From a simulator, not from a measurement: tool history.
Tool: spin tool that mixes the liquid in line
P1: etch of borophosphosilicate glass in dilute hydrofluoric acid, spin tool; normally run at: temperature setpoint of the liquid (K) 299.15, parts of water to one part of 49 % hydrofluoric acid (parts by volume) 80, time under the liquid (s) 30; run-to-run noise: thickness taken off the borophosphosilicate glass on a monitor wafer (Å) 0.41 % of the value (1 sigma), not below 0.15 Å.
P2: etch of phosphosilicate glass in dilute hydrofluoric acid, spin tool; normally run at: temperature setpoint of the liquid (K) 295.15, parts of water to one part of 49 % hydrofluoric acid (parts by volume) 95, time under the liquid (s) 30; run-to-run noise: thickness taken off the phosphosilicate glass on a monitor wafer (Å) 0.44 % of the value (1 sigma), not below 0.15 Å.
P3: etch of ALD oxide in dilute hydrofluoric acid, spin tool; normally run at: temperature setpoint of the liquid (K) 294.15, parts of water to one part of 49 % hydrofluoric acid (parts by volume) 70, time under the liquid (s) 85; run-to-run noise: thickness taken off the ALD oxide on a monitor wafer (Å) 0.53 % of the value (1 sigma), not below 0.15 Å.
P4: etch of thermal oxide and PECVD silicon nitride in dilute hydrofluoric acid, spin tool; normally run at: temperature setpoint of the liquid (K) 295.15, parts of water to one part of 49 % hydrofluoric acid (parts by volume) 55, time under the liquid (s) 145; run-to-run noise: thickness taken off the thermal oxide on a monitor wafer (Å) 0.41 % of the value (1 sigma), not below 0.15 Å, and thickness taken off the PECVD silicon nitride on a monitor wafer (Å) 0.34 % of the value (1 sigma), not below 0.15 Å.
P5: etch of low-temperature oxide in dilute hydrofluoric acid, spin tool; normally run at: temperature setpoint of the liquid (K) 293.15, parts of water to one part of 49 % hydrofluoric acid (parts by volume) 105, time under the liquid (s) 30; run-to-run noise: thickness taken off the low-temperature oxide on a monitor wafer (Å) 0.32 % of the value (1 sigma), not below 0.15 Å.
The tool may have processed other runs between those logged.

run,hour,process that ran,temperature setpoint of the liquid (K),parts of water to one part of 49 % hydrofluoric acid (parts by volume),time under the liquid (s),thickness taken off the borophosphosilicate glass on a monitor wafer (Å),thickness taken off the ALD oxide on a monitor wafer (Å),thickness taken off the phosphosilicate glass on a monitor wafer (Å),thickness taken off the low-temperature oxide on a monitor wafer (Å),thickness taken off the thermal oxide on a monitor wafer (Å),thickness taken off the PECVD silicon nitride on a monitor wafer (Å)
1,11.6,P1,299.15,80,30,191.29,,,,,
2,25.3,P3,290.15,70,85,,170.15,,,,
3,34.7,P2,295.15,95,30,,,208.7,,,
4,48.5,P1,295.15,145,30,82.879,,,,,
5,60.1,P5,293.15,105,15,,,,42.11,,
6,75.5,P2,295.15,95,50,,,347,,,
7,83.4,P1,299.15,80,50,318.8,,,,,
8,100.5,P1,299.15,80,30,191.34,,,,,
9,115.2,P1,299.15,80,30,190.43,,,,,
10,132.1,P4,295.15,55,80,,,,,64.861,44.57
11,143.9,P4,295.15,100,145,,,,,61.081,44.63
12,161.1,P1,295.65,80,30,165.78,,,,,
13,170.9,P2,290.15,95,30,,,168.71,,,
14,181.9,P1,299.15,145,30,96.393,,,,,
15,196.5,P2,295.15,160,30,,,114.33,,,
16,210.2,P3,294.15,70,85,,202.83,,,,
17,222.9,P1,299.15,80,15,95.666,,,,,
18,234.8,P5,301.65,105,30,,,,116.64,,
19,243.8,P3,294.15,70,135,,322.23,,,,
20,261,P5,293.15,145,30,,,,58.207,,
21,269.1,P3,294.15,125,85,,106.39,,,,
22,286.8,P1,299.15,80,30,190.35,,,,,
23,304.9,P4,295.15,55,145,,,,,117.69,80.342
24,321.2,P4,290.15,55,145,,,,,94.113,56.41

Run 25 is up next; what results do you expect?
25,338.2,P1,299.15,80,30,?,,,,,

{"run 25": {"thickness taken off the borophosphosilicate glass on a monitor wafer (Å)": 189.4}}
